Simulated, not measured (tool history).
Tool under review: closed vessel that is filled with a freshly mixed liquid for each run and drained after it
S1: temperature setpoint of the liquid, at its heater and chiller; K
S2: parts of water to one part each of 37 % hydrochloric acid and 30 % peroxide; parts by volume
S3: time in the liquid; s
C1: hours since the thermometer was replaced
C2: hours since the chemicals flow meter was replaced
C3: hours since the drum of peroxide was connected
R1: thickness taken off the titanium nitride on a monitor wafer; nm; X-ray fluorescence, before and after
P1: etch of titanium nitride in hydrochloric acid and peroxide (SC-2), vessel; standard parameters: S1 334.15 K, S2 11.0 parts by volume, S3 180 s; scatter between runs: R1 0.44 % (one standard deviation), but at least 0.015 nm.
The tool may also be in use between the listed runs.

{"run": 1, "hour": 15.8, "S1": 334.15, "S2": 11.0, "S3": 180, "C1": 808.5, "C2": 483.3, "C3": 313.6, "R1": 8.8678}
{"run": 2, "hour": 31.0, "S1": 323.65, "S2": 7.0, "S3": 180, "C1": 823.7, "C2": 498.5, "C3": 328.8, "R1": 6.5586}
{"run": 3, "hour": 41.2, "S1": 334.15, "S2": 19.5, "S3": 180, "C1": 833.9, "C2": 508.7, "C3": 339.0, "R1": 5.3647}
{"run": 4, "hour": 56.8, "S1": 334.15, "S2": 4.0, "S3": 180, "C1": 849.5, "C2": 524.3, "C3": 354.6, "R1": 19.329}
{"run": 5, "hour": 67.3, "S1": 344.15, "S2": 11.0, "S3": 180, "C1": 860.0, "C2": 534.8, "C3": 365.1, "R1": 16.465}
{"run": 6, "hour": 78.6, "S1": 334.15, "S2": 11.0, "S3": 355, "C1": 871.3, "C2": 546.1, "C3": 376.4, "R1": 17.587}
{"run": 7, "hour": 90.3, "S1": 334.15, "S2": 11.0, "S3": 180, "C1": 883.0, "C2": 557.8, "C3": 388.1, "R1": 8.9047}
{"hour": 98.0, "done": "chemicals flow meter replaced"}
{"run": 8, "hour": 105.9, "S1": 319.65, "S2": 11.0, "S3": 80, "C1": 898.6, "C2": 8.0, "C3": 403.7, "R1": 1.5561}
{"run": 9, "hour": 114.4, "S1": 320.15, "S2": 18.5, "S3": 180, "C1": 907.1, "C2": 16.5, "C3": 412.2, "R1": 2.2799}
{"run": 10, "hour": 128.4, "S1": 334.15, "S2": 11.0, "S3": 180, "C1": 921.1, "C2": 30.5, "C3": 426.2, "R1": 8.9154}
{"run": 11, "hour": 144.2, "S1": 334.15, "S2": 11.0, "S3": 180, "C1": 936.9, "C2": 46.3, "C3": 442.0, "R1": 8.9113}
{"run": 12, "hour": 152.3, "S1": 334.15, "S2": 11.0, "S3": 30, "C1": 945.0, "C2": 54.4, "C3": 450.1, "R1": 1.449}
{"run": 13, "hour": 166.0, "S1": 321.15, "S2": 11.0, "S3": 180, "C1": 958.7, "C2": 68.1, "C3": 463.8, "R1": 3.8702}
{"run": 14, "hour": 173.8, "S1": 334.15, "S2": 11.0, "S3": 180, "C1": 966.5, "C2": 75.9, "C3": 471.6, "R1": 8.914}
{"run": 15, "hour": 189.6, "S1": 334.15, "S2": 11.0, "S3": 180, "C1": 982.3, "C2": 91.7, "C3": 487.4, "R1": 9.3167}
{"run": 16, "hour": 205.4, "S1": 334.15, "S2": 11.0, "S3": 180, "C1": 998.1, "C2": 107.5, "C3": 503.2, "R1": 9.4998}
{"run": 17, "hour": 221.6, "S1": 334.15, "S2": 11.0, "S3": 180, "C1": 1014.3, "C2": 123.7, "C3": 519.4, "R1": 9.6466}
{"run": 18, "hour": 237.1, "S1": 334.15, "S2": 11.0, "S3": 180, "C1": 1029.8, "C2": 139.2, "C3": 534.9, "R1": 9.728}
{"run": 19, "hour": 252.7, "S1": 334.15, "S2": 11.0, "S3": 180, "C1": 1045.4, "C2": 154.8, "C3": 550.5, "R1": 9.7593}
{"run": 20, "hour": 262.4, "S1": 334.15, "S2": 11.0, "S3": 180, "C1": 1055.1, "C2": 164.5, "C3": 560.2, "R1": 9.8024}
{"run": 21, "hour": 274.9, "S1": 334.15, "S2": 11.0, "S3": 180, "C1": 1067.6, "C2": 177.0, "C3": 572.7, "R1": 9.7594}
{"run": 22, "hour": 283.6, "S1": 334.15, "S2": 11.0, "S3": 180, "C1": 1076.3, "C2": 185.7, "C3": 581.4, "R1": 9.7296}

P1 no longer gives what it gave before; its output has crept away from where it was. The following 2 causes, each at its listed size, fit the log equally well:
A: liquid hotter than its thermometer reads (K) = 1.48
B: chemicals flow above the setpoint (%) = 11.5
Creep in the process output first set in at about hour 173.8.
Ruled out, with reasons:
peroxide weaker than its label (%): 8 at the very most, moving R1 by -7.4 %, which is either too weak or the wrong sign

Which of the check runs below tells the causes apart, meaning the causes would give it clearly different results? Each run uses 5 wafers whose results are averaged, and each result is shown as a question mark.
{"run": "check 1", "hour": 292.3, "S1": 325.15, "S2": 15.0, "S3": 180, "R1": "?"}
{"run": "check 2", "hour": 292.3, "S1": 334.15, "S2": 4.0, "S3": 30, "R1": "?"}
{"run": "check 3", "hour": 292.3, "S1": 326.15, "S2": 19.0, "S3": 180, "R1": "?"}
{"run": "check 4", "hour": 292.3, "S1": 342.65, "S2": 11.0, "S3": 180, "R1": "?"}

Outcome of each check run for each possible cause:
check=check_1 result=R1 if_A=4.2268 if_B=4.2200
check=check_2 result=R1 if_A=3.5352 if_B=3.4632
check=check_3 result=R1 if_A=3.6518 if_B=3.6574
check=check_4 result=R1 if_A=16.3420 if_B=16.4070
Distance between the nearest two causes, measured in the result of the check that separates them most: check 1 0.16 %; check 2 2.06 %; check 3 0.15 %; check 4 0.4 %
Check 2 distinguishes between the causes, while the remaining checks would return nearly the same result for all of them.

After running check 2, the following was obtained: R1 3.4659 nm. Which cause does this point to?

The cause is B: chemicals flow above the setpoint (%).

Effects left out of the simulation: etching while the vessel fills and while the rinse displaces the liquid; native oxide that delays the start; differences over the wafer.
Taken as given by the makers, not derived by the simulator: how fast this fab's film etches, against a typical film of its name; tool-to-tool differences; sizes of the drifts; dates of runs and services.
